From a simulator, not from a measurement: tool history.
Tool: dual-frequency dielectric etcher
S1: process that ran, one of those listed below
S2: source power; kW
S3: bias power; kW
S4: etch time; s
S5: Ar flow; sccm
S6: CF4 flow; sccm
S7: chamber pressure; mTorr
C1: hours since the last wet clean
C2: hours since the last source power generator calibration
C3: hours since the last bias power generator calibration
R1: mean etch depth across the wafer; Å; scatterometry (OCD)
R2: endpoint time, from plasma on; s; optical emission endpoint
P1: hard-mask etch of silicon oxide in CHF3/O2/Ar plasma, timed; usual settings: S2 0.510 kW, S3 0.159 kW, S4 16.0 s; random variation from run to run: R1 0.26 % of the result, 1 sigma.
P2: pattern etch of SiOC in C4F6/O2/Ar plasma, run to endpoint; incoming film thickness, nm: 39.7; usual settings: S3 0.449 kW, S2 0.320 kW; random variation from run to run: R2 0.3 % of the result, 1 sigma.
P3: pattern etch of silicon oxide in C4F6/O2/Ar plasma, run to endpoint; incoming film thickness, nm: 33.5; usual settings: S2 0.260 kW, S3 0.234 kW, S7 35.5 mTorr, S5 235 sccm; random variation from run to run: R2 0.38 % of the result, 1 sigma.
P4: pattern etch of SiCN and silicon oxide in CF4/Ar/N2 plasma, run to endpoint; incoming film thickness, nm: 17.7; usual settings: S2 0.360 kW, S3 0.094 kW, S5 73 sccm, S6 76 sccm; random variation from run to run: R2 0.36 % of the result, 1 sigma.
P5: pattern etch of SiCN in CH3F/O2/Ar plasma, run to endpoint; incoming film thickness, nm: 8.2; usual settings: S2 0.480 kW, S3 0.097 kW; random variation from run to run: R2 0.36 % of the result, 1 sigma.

run,hour,S1,S2,S3,S4,S5,S6,S7,C1,C2,C3,R1,R2
1,11.3,P1,0.510,0.159,16.0,,,,217.4,920.9,508.5,299.05,
2,22.2,P4,0.360,0.130,,73,76,,228.3,931.8,519.4,,19.558
3,30.2,P1,0.510,0.159,16.0,,,,236.3,939.8,527.4,298.74,
4,37.6,P3,0.260,0.234,,325,,35.5,243.7,947.2,534.8,,12.037
5,43.7,P5,0.480,0.097,,,,,249.8,953.3,540.9,,17.630
6,51.8,P5,0.600,0.097,,,,,257.9,961.4,549.0,,16.089
7,58.0,P4,0.360,0.094,,73,76,,264.1,967.6,555.2,,21.893
8,65.2,P1,0.320,0.159,10.5,,,,271.3,974.8,562.4,164.18,
9,75.4,P1,0.510,0.217,16.0,,,,281.5,985.0,572.6,333.19,
10,81.9,P3,0.260,0.158,,235,,35.5,288.0,991.5,579.1,,13.186
11,93.0,P4,0.360,0.094,,73,76,,299.1,1002.6,590.2,,22.017
12,103.0,P1,0.510,0.128,16.0,,,,309.1,1012.6,600.2,279.49,
13,111.8,P4,0.360,0.094,,58,76,,317.9,1021.4,609.0,,21.349
14,118.9,P5,0.480,0.058,,,,,325.0,1028.5,616.1,,20.988
15,130.6,P3,0.350,0.234,,235,,35.5,336.7,1040.2,627.8,,10.361
16,139.5,P4,0.460,0.094,,73,76,,345.6,1049.1,636.7,,17.783
17,144.8,P2,0.320,0.449,,,,,350.9,1054.4,642.0,,15.345
18,151.6,P1,0.510,0.159,12.0,,,,357.7,1061.2,648.8,224.10,
19,156.9,P1,0.330,0.159,12.5,,,,363.0,1066.5,654.1,196.41,
20,165.4,P1,0.300,0.159,16.0,,,,371.5,1075.0,662.6,243.12,
21,173.7,P2,0.400,0.449,,,,,379.8,1083.3,670.9,,14.191
22,183.7,P1,0.510,0.159,16.0,,,,389.8,1093.3,680.9,298.84,
23,192.8,P1,0.510,0.159,16.0,,,,398.9,1102.4,690.0,300.16,
24,202.0,P1,0.510,0.159,21.0,,,,408.1,1111.6,699.2,392.45,
25,209.6,P1,0.710,0.159,16.0,,,,415.7,1119.2,706.8,339.40,
26,221.4,P2,0.320,0.618,,,,,427.5,1131.0,718.6,,13.620
27,231.6,P2,0.320,0.449,,,,,437.7,1141.2,728.8,,15.354
28,240.8,P3,0.260,0.234,,235,,35.5,446.9,1150.4,738.0,,11.637
29,250.0,P1,0.510,0.159,16.0,,,,456.1,1159.6,747.2,298.75,
# hour 251.3: wet clean of the chamber
30,261.2,P4,0.360,0.094,,73,105,,9.9,1170.8,758.4,,21.210
31,268.5,P3,0.260,0.234,,235,,45.5,17.2,1178.1,765.7,,11.953
32,277.5,P3,0.260,0.234,,235,,35.5,26.2,1187.1,774.7,,11.711
33,285.1,P1,0.510,0.159,16.0,,,,33.8,1194.7,782.3,297.74,
34,290.1,P1,0.510,0.159,16.0,,,,38.8,1199.7,787.3,296.45,
35,300.4,P1,0.510,0.159,16.0,,,,49.1,1210.0,797.6,295.54,
36,309.8,P1,0.510,0.159,16.0,,,,58.5,1219.4,807.0,295.04,
37,321.1,P1,0.510,0.159,16.0,,,,69.8,1230.7,818.3,295.14,
38,327.4,P1,0.510,0.159,16.0,,,,76.1,1237.0,824.6,294.89,
# hour 331.8: wet clean of the chamber
39,334.2,P1,0.510,0.159,16.0,,,,2.4,1243.8,831.4,293.35,
40,342.7,P1,0.510,0.159,16.0,,,,10.9,1252.3,839.9,294.30,
41,348.7,P1,0.510,0.159,16.0,,,,16.9,1258.3,845.9,294.10,

What P1 gives has crept away from where it was. These 2 causes fit the log equally well, each at the size given:
A: bias power that arrives under what is set, % = 4.87
B: source power that arrives under what is set, % = 4.2
The creep began at about hour 285.1.
Why every other cause is out:
chamber walls in a state that lowers the etch rate, %: serviced at hour 331.8, which brought nothing back

4 check runs are offered, each on 2 wafers whose results are averaged, their results left as question marks. Which one tells the causes apart?
check 1,354.7,P3,0.340,0.234,,235,,35.5,,,,,?
check 2,354.7,P2,0.380,0.449,,,,,,,,,?
check 3,354.7,P4,0.360,0.094,,62,76,,,,,,?
check 4,354.7,P5,0.480,0.077,,,,,,,,,?

What each check would give under each cause:
check,result,if A,if B
check 1,R2,10.671,10.667
check 2,R2,14.712,14.676
check 3,R2,21.970,22.439
check 4,R2,19.433,19.405
How far apart the two closest causes lie, in the result that separates them most: check 1 0.03 %; check 2 0.24 %; check 3 2.11 %; check 4 0.14 %
Only check 3 tells the causes apart: in the others they would give nearly the same result.

Check 3 was then run and gave: R2 22.391 s. Which cause is it?

It is B: source power that arrives under what is set, %.
